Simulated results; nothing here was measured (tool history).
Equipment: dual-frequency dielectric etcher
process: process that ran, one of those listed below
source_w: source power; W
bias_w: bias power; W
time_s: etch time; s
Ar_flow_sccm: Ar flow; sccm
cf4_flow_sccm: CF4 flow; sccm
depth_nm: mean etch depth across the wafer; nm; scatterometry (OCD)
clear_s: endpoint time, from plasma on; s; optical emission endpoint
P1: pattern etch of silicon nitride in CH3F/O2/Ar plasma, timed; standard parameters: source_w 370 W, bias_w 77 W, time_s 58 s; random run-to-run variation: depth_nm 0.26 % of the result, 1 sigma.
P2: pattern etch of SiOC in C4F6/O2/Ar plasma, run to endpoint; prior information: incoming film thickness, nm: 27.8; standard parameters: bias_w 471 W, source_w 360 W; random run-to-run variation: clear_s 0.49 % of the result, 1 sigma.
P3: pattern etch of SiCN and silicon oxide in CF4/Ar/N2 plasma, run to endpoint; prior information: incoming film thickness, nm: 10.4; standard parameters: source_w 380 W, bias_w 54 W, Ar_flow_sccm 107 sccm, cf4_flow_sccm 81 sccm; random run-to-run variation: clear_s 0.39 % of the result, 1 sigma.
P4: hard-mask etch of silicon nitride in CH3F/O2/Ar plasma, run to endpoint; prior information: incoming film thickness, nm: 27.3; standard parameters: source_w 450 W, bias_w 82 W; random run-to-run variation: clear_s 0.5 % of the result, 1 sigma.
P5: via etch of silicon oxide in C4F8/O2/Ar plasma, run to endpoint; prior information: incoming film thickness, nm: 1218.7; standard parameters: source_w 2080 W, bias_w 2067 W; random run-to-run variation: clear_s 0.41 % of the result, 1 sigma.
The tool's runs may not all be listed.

| run | day | process | source_w | bias_w | time_s | Ar_flow_sccm | cf4_flow_sccm | hours since the last wet clean | hours since the last source power generator calibration | hours since the last bias power generator calibration | depth_nm | clear_s |
|---|---|---|---|---|---|---|---|---|---|---|---|---|
| 1 | 0.608 | P1 | 370 | 77 | 58 |  |  | 196.5 | 2366.8 | 279.8 | 41.771 |  |
| 2 | 1.15 | P5 | 2080 | 2067 |  |  |  | 209.5 | 2379.8 | 292.8 |  | 223.33 |
| 3 | 1.508 | P3 | 380 | 54 |  | 107 | 81 | 218.1 | 2388.4 | 301.4 |  | 15.402 |
| 4 | 2.217 | P5 | 1330 | 2067 |  |  |  | 235.1 | 2405.4 | 318.4 |  | 269.39 |
| 5 | 2.854 | P1 | 300 | 77 | 58 |  |  | 250.4 | 2420.7 | 333.7 | 38.738 |  |
| 6 | 3.2 | P3 | 380 | 35 |  | 107 | 81 | 258.7 | 2429 | 342 |  | 17.515 |
| 7 | 3.579 | P1 | 370 | 77 | 58 |  |  | 267.8 | 2438.1 | 351.1 | 41.849 |  |
| 8 | 4.192 | P2 | 490 | 471 |  |  |  | 282.5 | 2452.8 | 365.8 |  | 8.8068 |
| 9 | 4.588 | P1 | 370 | 77 | 58 |  |  | 292 | 2462.3 | 375.3 | 41.856 |  |
| 10 | 5.046 | P1 | 370 | 77 | 58 |  |  | 303 | 2473.3 | 386.3 | 41.997 |  |
| 11 | 5.562 | P5 | 2080 | 2067 |  |  |  | 315.4 | 2485.7 | 398.7 |  | 225.62 |
| 12 | 6.342 | P1 | 370 | 77 | 74 |  |  | 334.1 | 2504.4 | 417.4 | 53.225 |  |
| 13 | 6.683 | P2 | 360 | 471 |  |  |  | 342.3 | 2512.6 | 425.6 |  | 9.8522 |
| 14 | 7.354 | P4 | 610 | 82 |  |  |  | 358.4 | 2528.7 | 441.7 |  | 31.73 |
| 15 | 7.796 | P1 | 370 | 98 | 58 |  |  | 369 | 2539.3 | 452.3 | 45.278 |  |
| 16 | 8.208 | P3 | 460 | 54 |  | 107 | 81 | 378.9 | 2549.2 | 462.2 |  | 12.903 |
| 17 | 8.925 | P4 | 450 | 82 |  |  |  | 396.1 | 2566.4 | 479.4 |  | 35.712 |
| 18 | 9.412 | P1 | 370 | 47 | 58 |  |  | 407.8 | 2578.1 | 491.1 | 35.555 |  |
| 19 | 10.146 | P4 | 450 | 52 |  |  |  | 425.4 | 2595.7 | 508.7 |  | 41.598 |
| 20 | 10.879 | P1 | 370 | 77 | 58 |  |  | 443 | 2613.3 | 526.3 | 41.865 |  |
| 21 | 11.383 | P1 | 370 | 77 | 58 |  |  | 455.1 | 2625.4 | 538.4 | 41.821 |  |
| 22 | 12.05 | P1 | 470 | 77 | 73 |  |  | 471.1 | 2641.4 | 554.4 | 57.724 |  |
| 23 | 12.708 | P2 | 360 | 557 |  |  |  | 486.9 | 2657.2 | 570.2 |  | 9.2782 |
| 24 | 13.167 | P4 | 450 | 82 |  |  |  | 497.9 | 2668.2 | 581.2 |  | 35.965 |
| 25 | 13.7 | P3 | 380 | 54 |  | 107 | 98 | 510.7 | 2681 | 594 |  | 14.868 |
| 26 | 14.346 | P1 | 490 | 77 | 58 |  |  | 526.2 | 2696.5 | 609.5 | 46.497 |  |
| 27 | 15.112 | P3 | 380 | 54 |  | 80 | 81 | 544.6 | 2714.9 | 627.9 |  | 14.582 |
| 28 | 15.829 | P1 | 370 | 77 | 58 |  |  | 561.8 | 2732.1 | 645.1 | 41.979 |  |
| 29 | 16.488 | P1 | 510 | 77 | 85 |  |  | 577.6 | 2747.9 | 660.9 | 69.526 |  |
| 30 | 17.067 | P1 | 370 | 77 | 43 |  |  | 591.5 | 2761.8 | 674.8 | 31.024 |  |
| 31 | 17.592 | P5 | 2080 | 1664 |  |  |  | 604.1 | 2774.4 | 687.4 |  | 238.38 |
| 32 | 18.296 | P1 | 370 | 77 | 58 |  |  | 621 | 2791.3 | 704.3 | 41.981 |  |

Run 33 has not been measured yet. What should we expect?
| 33 | 18.975 | P1 | 370 | 77 | 58 |  |  | 637.3 | 2807.6 | 720.6 | ? |  |

depth_nm: 42.205 nm
